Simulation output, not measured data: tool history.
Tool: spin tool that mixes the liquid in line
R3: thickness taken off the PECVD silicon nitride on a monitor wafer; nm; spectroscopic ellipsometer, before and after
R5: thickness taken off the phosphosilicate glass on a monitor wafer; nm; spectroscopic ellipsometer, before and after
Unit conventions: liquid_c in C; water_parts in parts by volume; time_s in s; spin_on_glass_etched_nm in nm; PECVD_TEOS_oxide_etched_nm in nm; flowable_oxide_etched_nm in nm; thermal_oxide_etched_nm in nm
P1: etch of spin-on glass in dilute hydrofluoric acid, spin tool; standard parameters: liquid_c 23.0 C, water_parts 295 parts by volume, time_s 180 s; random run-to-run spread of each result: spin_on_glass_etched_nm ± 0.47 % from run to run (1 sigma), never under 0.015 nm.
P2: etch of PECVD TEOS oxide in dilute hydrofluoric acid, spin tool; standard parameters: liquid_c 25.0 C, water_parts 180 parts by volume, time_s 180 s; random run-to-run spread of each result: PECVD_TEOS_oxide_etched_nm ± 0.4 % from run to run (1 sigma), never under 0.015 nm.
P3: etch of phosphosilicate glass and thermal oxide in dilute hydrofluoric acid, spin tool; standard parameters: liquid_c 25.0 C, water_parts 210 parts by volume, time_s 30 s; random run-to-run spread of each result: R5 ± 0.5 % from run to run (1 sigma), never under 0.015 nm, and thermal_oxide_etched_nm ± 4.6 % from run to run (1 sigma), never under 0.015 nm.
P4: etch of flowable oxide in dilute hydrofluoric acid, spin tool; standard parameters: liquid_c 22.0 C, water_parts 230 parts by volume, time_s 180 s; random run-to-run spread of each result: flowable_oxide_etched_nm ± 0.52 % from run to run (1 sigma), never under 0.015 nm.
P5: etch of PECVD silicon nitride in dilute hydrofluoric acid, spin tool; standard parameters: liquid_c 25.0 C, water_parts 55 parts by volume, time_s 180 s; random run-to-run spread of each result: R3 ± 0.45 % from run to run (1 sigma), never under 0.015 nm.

run 1 day=0.262 | process=P1 liquid_c=23.0 water_parts=295 time_s=180 | spin_on_glass_etched_nm=12.6410
run 2 day=0.633 | process=P2 liquid_c=25.0 water_parts=320 time_s=180 | PECVD_TEOS_oxide_etched_nm=3.8673
run 3 day=1.033 | process=P1 liquid_c=23.0 water_parts=295 time_s=180 | spin_on_glass_etched_nm=12.7140
run 4 day=1.321 | process=P1 liquid_c=23.0 water_parts=295 time_s=270 | spin_on_glass_etched_nm=18.9540
run 5 day=1.812 | process=P1 liquid_c=30.0 water_parts=295 time_s=180 | spin_on_glass_etched_nm=16.0020
run 6 day=2.238 | process=P1 liquid_c=23.0 water_parts=460 time_s=180 | spin_on_glass_etched_nm=7.0237
run 7 day=2.638 | process=P5 liquid_c=31.5 water_parts=55 time_s=180 | R3=9.2488
run 8 day=2.858 | process=P1 liquid_c=23.0 water_parts=295 time_s=95 | spin_on_glass_etched_nm=6.6873
run 9 day=3.104 | process=P1 liquid_c=23.0 water_parts=295 time_s=180 | spin_on_glass_etched_nm=12.5240
run 10 day=3.396 | process=P1 liquid_c=23.0 water_parts=295 time_s=180 | spin_on_glass_etched_nm=12.7610
run 11 day=3.862 | process=P2 liquid_c=31.5 water_parts=180 time_s=180 | PECVD_TEOS_oxide_etched_nm=9.8722
run 12 day=4.154 | process=P5 liquid_c=25.0 water_parts=85 time_s=180 | R3=3.9521
run 13 day=4.638 | process=P2 liquid_c=25.0 water_parts=180 time_s=300 | PECVD_TEOS_oxide_etched_nm=13.1080
run 14 day=4.896 | process=P4 liquid_c=27.5 water_parts=230 time_s=180 | flowable_oxide_etched_nm=19.140
run 15 day=5.342 | process=P1 liquid_c=17.0 water_parts=75 time_s=180 | spin_on_glass_etched_nm=49.6970
run 16 day=5.771 | process=P3 liquid_c=25.0 water_parts=210 time_s=30 | R5=17.2190 thermal_oxide_etched_nm=0.57433
run 17 day=6.138 | process=P2 liquid_c=25.0 water_parts=180 time_s=180 | PECVD_TEOS_oxide_etched_nm=7.8982
run 18 day=6.579 | process=P3 liquid_c=25.0 water_parts=210 time_s=55 | R5=31.5050 thermal_oxide_etched_nm=1.08860
run 19 day=6.908 | process=P4 liquid_c=22.0 water_parts=230 time_s=180 | flowable_oxide_etched_nm=15.778
run 20 day=7.367 | process=P1 liquid_c=23.0 water_parts=295 time_s=180 | spin_on_glass_etched_nm=12.6050
run 21 day=7.629 | process=P4 liquid_c=22.0 water_parts=230 time_s=180 | flowable_oxide_etched_nm=15.595
run 22 day=8.004 | process=P3 liquid_c=19.5 water_parts=210 time_s=30 | R5=14.0620 thermal_oxide_etched_nm=0.51670
run 23 day=8.388 | process=P1 liquid_c=23.0 water_parts=165 time_s=180 | spin_on_glass_etched_nm=26.0130
run 24 day=8.871 | process=P5 liquid_c=25.0 water_parts=55 time_s=180 | R3=6.0585
run 25 day=9.204 | process=P1 liquid_c=19.0 water_parts=295 time_s=180 | spin_on_glass_etched_nm=10.8950
run 26 day=9.538 | process=P3 liquid_c=25.0 water_parts=210 time_s=30 | R5=17.0720 thermal_oxide_etched_nm=0.53117
run 27 day=9.925 | process=P3 liquid_c=25.0 water_parts=385 time_s=30 | R5=7.8586 thermal_oxide_etched_nm=0.25277
run 28 day=10.288 | process=P4 liquid_c=22.0 water_parts=85 time_s=180 | flowable_oxide_etched_nm=49.616
run 29 day=10.775 | process=P4 liquid_c=22.0 water_parts=230 time_s=265 | flowable_oxide_etched_nm=22.871
run 30 day=11.233 | process=P5 liquid_c=25.0 water_parts=55 time_s=345 | R3=11.6500
run 31 day=11.646 | process=P1 liquid_c=23.0 water_parts=295 time_s=180 | spin_on_glass_etched_nm=12.6760
run 32 day=11.983 | process=P1 liquid_c=23.0 water_parts=295 time_s=180 | spin_on_glass_etched_nm=12.6140
run 33 day=12.288 | process=P1 liquid_c=23.0 water_parts=295 time_s=180 | spin_on_glass_etched_nm=13.1190
run 34 day=12.750 | process=P1 liquid_c=23.0 water_parts=295 time_s=180 | spin_on_glass_etched_nm=13.3900
run 35 day=12.971 | process=P1 liquid_c=23.0 water_parts=295 time_s=180 | spin_on_glass_etched_nm=13.5460
run 36 day=13.308 | process=P1 liquid_c=23.0 water_parts=295 time_s=180 | spin_on_glass_etched_nm=13.5370
run 37 day=13.688 | process=P1 liquid_c=23.0 water_parts=295 time_s=180 | spin_on_glass_etched_nm=13.5340
run 38 day=13.904 | process=P1 liquid_c=23.0 water_parts=295 time_s=180 | spin_on_glass_etched_nm=13.6430

P1 no longer gives what it gave before; its output has crept away from where it was. The following 2 causes, each at its listed size, fit the log equally well:
A: hydrofluoric acid flow above the setpoint (%) = 5.74
B: liquid hotter than its thermometer reads (K) = 2.05
The drift started at roughly day 11.983.

Question marks stand in for the results of the 4 check runs listed below, each run on one wafer. Under which run would the listed causes show clearly different results?
run check 1 day=14.121 | process=P3 liquid_c=25.0 water_parts=210 time_s=30 | R5=? thermal_oxide_etched_nm=?
run check 2 day=14.121 | process=P2 liquid_c=25.0 water_parts=180 time_s=180 | PECVD_TEOS_oxide_etched_nm=?
run check 3 day=14.121 | process=P5 liquid_c=25.0 water_parts=55 time_s=180 | R3=?
run check 4 day=14.121 | process=P4 liquid_c=22.0 water_parts=230 time_s=180 | flowable_oxide_etched_nm=?

Outcome of each check run for each possible cause:
check=check_1 result=R5 if_A=18.4440 if_B=18.5410
check=check_1 result=thermal_oxide_etched_nm if_A=0.62443 if_B=0.62774
check=check_2 result=PECVD_TEOS_oxide_etched_nm if_A=8.4299 if_B=8.4998
check=check_3 result=R3 if_A=6.4245 if_B=6.9663
check=check_4 result=flowable_oxide_etched_nm if_A=16.757 if_B=16.871
Minimum pairwise separation of causes per check, each pair taken at its best-separating result: check 1 0.53 %; check 2 0.83 %; check 3 8.1 %; check 4 0.68 %
The causes can be told apart only by check 3. The other checks would give nearly the same results under each of them.

Check 3 was carried out, with these results: R3 6.9760 nm. Which of the listed causes is responsible?

The correct cause is B, namely: liquid hotter than its thermometer reads (K).
